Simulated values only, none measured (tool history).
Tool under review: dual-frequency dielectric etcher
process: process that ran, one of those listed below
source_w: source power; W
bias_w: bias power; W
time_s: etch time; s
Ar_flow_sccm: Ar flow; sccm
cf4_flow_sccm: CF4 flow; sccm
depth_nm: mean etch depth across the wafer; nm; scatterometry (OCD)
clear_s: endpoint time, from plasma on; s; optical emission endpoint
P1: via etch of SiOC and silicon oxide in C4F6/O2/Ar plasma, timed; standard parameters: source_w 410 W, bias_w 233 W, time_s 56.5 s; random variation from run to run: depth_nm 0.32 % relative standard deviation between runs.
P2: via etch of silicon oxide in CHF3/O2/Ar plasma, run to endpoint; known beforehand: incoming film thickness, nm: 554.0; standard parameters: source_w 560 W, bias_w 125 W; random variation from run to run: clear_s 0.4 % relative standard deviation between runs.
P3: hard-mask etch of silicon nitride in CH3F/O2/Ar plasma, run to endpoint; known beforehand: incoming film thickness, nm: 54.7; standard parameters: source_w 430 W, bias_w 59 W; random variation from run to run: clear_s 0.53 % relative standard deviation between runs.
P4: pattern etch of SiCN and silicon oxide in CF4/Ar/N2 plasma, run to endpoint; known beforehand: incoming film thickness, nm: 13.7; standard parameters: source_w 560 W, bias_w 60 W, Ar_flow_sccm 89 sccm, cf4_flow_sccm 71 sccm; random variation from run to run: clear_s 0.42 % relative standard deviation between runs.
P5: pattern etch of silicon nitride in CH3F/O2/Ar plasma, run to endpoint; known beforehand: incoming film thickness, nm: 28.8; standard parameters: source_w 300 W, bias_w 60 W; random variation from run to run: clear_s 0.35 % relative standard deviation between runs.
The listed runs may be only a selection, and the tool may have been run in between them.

run	hour	process	source_w	bias_w	time_s	Ar_flow_sccm	cf4_flow_sccm	hours since the last wet clean	hours since the last source power generator calibration	hours since the last bias power generator calibration	depth_nm	clear_s
1	13.3	P1	410	233	56.5			256.8	331.9	1460.6	70.959	
2	19.8	P2	560	87				263.3	338.4	1467.1		364.900
3	30.4	P5	220	60				273.9	349.0	1477.7		54.980
4	44.5	P3	430	34				288.0	363.1	1491.8		98.878
5	52.3	P1	410	233	31.0			295.8	370.9	1499.6	38.863	
6	63.5	P3	430	59				307.0	382.1	1510.8		84.545
7	74.1	P2	780	125				317.6	392.7	1521.4		284.790
8	85.1	P3	430	59				328.6	403.7	1532.4		83.571
9	92.4	P3	280	59				335.9	411.0	1539.7		99.685
10	105.1	P1	410	233	56.5			348.6	423.7	1552.4	70.891	
11	118.7	P1	410	233	56.5			362.2	437.3	1566.0	70.044	
12	131.1	P4	560	60		89	71	374.6	449.7	1578.4		13.785
13	137.8	P1	330	233	56.5			381.3	456.4	1585.1	64.921	
14	147.1	P1	270	321	56.5			390.6	465.7	1594.4	67.450	
15	159.2	P1	490	233	56.5			402.7	477.8	1606.5	75.645	
16	170.2	P4	560	60		60	71	413.7	488.8	1617.5		12.925
17	181.7	P1	410	233	79.0			425.2	500.3	1629.0	98.845	
18	194.6	P4	560	60		89	95	438.1	513.2	1641.9		13.106
19	205.0	P1	410	233	56.5			448.5	523.6	1652.3	70.303	
20	216.2	P2	560	125				459.7	534.8	1663.5		326.550
21	224.7	P1	410	325	40.0			468.2	543.3	1672.0	56.291	
22	231.8	P4	560	37		89	71	475.3	550.4	1679.1		15.749
23	242.1	P1	410	233	56.5			485.6	560.7	1689.4	70.415	
24	256.3	P5	300	60				499.8	574.9	1703.6		48.599
25	263.0	P4	560	60		89	71	506.5	581.6	1710.3		13.659
26	271.2	P1	410	310	56.5			514.7	589.8	1718.5	77.820	
27	284.4	P4	730	60		89	71	527.9	603.0	1731.7		10.834
28	291.8	P1	410	158	56.5			535.3	610.4	1739.1	62.271	
29	299.8	P5	300	83				543.3	618.4	1747.1		43.522
30	306.2	P1	410	233	56.5			549.7	624.8	1753.5	70.709	
31	315.2	P1	410	233	56.5			558.7	633.8	1762.5	71.074	
32	322.7	P1	410	233	56.5			566.2	641.3	1770.0	71.543	
33	333.8	P1	410	233	56.5			577.3	652.4	1781.1	71.768	
34	341.9	P1	410	233	56.5			585.4	660.5	1789.2	71.696	
35	350.7	P1	410	233	56.5			594.2	669.3	1798.0	71.731	
# hour 354.2: wet clean of the chamber
36	358.2	P1	410	233	56.5			4.0	676.8	1805.5	71.927	
37	371.5	P1	410	233	56.5			17.3	690.1	1818.8	71.599	
38	384.9	P1	410	233	56.5			30.7	703.5	1832.2	71.812	
39	396.9	P1	410	233	56.5			42.7	715.5	1844.2	72.070	

Something has made what P1 gives creep away from where it was; the 2 causes below, each at its own stated size, fit the log equally well:
A: bias power that arrives over what is set, % = 4.81
B: source power that arrives over what is set, % = 4.27
The creep began at about hour 306.2.
Ruled out, with reasons:
chamber walls in a state that raises the etch rate, %: serviced at hour 354.2, after the drift had started, without restoring the earlier output

Which of the check runs below tells the causes apart, meaning the causes would give it clearly different results? Each run uses 2 wafers whose results are averaged, and each result is shown as a question mark.
check 1	408.9	P5	250	83								?
check 2	408.9	P2	730	90								?
check 3	408.9	P3	340	35								?
check 4	408.9	P4	560	60		69	71					?

How each check would come out, cause by cause:
check	result	if A	if B
check 1	clear_s	45.707	45.783
check 2	clear_s	318.920	317.780
check 3	clear_s	106.630	106.290
check 4	clear_s	13.030	12.730
Separation of the two closest causes in each check, using whichever result separates them best: check 1 0.17 %; check 2 0.36 %; check 3 0.31 %; check 4 2.33 %
Of the check runs offered, only check 4 discriminates between the causes; the rest would read about the same regardless of which cause applies.

After running check 4, the following was obtained: clear_s 13.051 s. Which cause does this point to?

A is the cause: bias power that arrives over what is set, %.
